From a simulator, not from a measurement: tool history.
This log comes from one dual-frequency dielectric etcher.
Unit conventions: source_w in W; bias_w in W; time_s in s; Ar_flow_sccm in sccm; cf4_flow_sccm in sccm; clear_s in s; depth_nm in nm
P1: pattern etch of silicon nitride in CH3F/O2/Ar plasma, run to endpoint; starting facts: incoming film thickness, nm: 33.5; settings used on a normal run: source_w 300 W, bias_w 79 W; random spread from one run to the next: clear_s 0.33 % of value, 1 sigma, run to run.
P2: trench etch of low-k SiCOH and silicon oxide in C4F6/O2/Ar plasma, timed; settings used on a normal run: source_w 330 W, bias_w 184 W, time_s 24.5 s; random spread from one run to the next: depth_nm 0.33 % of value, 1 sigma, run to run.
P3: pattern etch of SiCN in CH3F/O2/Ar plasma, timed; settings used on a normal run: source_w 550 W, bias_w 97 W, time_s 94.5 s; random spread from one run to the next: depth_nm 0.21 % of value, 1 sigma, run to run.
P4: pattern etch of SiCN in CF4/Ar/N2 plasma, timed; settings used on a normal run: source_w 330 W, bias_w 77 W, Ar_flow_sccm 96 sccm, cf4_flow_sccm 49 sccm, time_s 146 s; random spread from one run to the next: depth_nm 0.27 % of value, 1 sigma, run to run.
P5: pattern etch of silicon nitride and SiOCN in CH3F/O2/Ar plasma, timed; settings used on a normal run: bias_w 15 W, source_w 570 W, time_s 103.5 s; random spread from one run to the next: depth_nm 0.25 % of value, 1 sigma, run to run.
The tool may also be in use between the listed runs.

run,day,process,source_w,bias_w,time_s,Ar_flow_sccm,cf4_flow_sccm,hours since the last wet clean,hours since the last source power generator calibration,hours since the last bias power generator calibration,clear_s,depth_nm
1,0.142,P1,300,79,,,,497.8,1336.1,2365,52.144,
2,0.262,P3,550,97,57,,,500.7,1339,2367.9,,27.2
3,0.358,P1,220,79,,,,503,1341.3,2370.2,58.703,
4,0.517,P1,300,79,,,,506.8,1345.1,2374,52.027,
5,0.683,P3,430,97,94.5,,,510.8,1349.1,2378,,41.262
6,0.804,P3,550,97,94.5,,,513.7,1352,2380.9,,44.99
7,0.896,P4,330,77,218.5,96,49,515.9,1354.2,2383.1,,141.47
8,1.05,P3,550,62,94.5,,,519.6,1357.9,2386.8,,38.399
9,1.229,P4,330,77,146,96,49,523.9,1362.2,2391.1,,94.562
10,1.321,P1,360,54,,,,526.1,1364.4,2393.3,55.13,
11,1.471,P2,330,184,33.5,,,529.7,1368,2396.9,,95.741
12,1.65,P4,330,56,146,96,49,534,1372.3,2401.2,,83.891
13,1.762,P4,330,77,146,120,49,536.7,1375,2403.9,,91.153
14,1.896,P4,330,77,146,96,29,539.9,1378.2,2407.1,,87.053
15,2.054,P5,570,15,148,,,543.7,1382,2410.9,,18.369
16,2.192,P1,300,79,,,,547,1385.3,2414.2,52.399,
17,2.321,P1,300,79,,,,550.1,1388.4,2417.3,52.392,
18,2.5,P2,330,184,24.5,,,554.4,1392.7,2421.6,,70.513
19,2.583,P1,300,79,,,,556.4,1394.7,2423.6,52.112,
20,2.708,P2,330,131,24.5,,,559.4,1397.7,2426.6,,63.445
21,2.862,P1,300,112,,,,563.1,1401.4,2430.3,46.015,
22,2.946,P3,550,97,94.5,,,565.1,1403.4,2432.3,,45.04
23,3.121,P5,570,15,103.5,,,569.3,1407.6,2436.5,,12.871
24,3.238,P5,790,15,103.5,,,572.1,1410.4,2439.3,,14.441
25,3.342,P5,570,9,103.5,,,574.6,1412.9,2441.8,,10.641
26,3.475,P1,370,79,,,,577.8,1416.1,2445,48.106,

Expected results for the next run?
27,3.617,P2,250,184,24.5,,,581.2,1419.5,2448.4,,?

{"run 27": {"depth_nm": 63.145}}

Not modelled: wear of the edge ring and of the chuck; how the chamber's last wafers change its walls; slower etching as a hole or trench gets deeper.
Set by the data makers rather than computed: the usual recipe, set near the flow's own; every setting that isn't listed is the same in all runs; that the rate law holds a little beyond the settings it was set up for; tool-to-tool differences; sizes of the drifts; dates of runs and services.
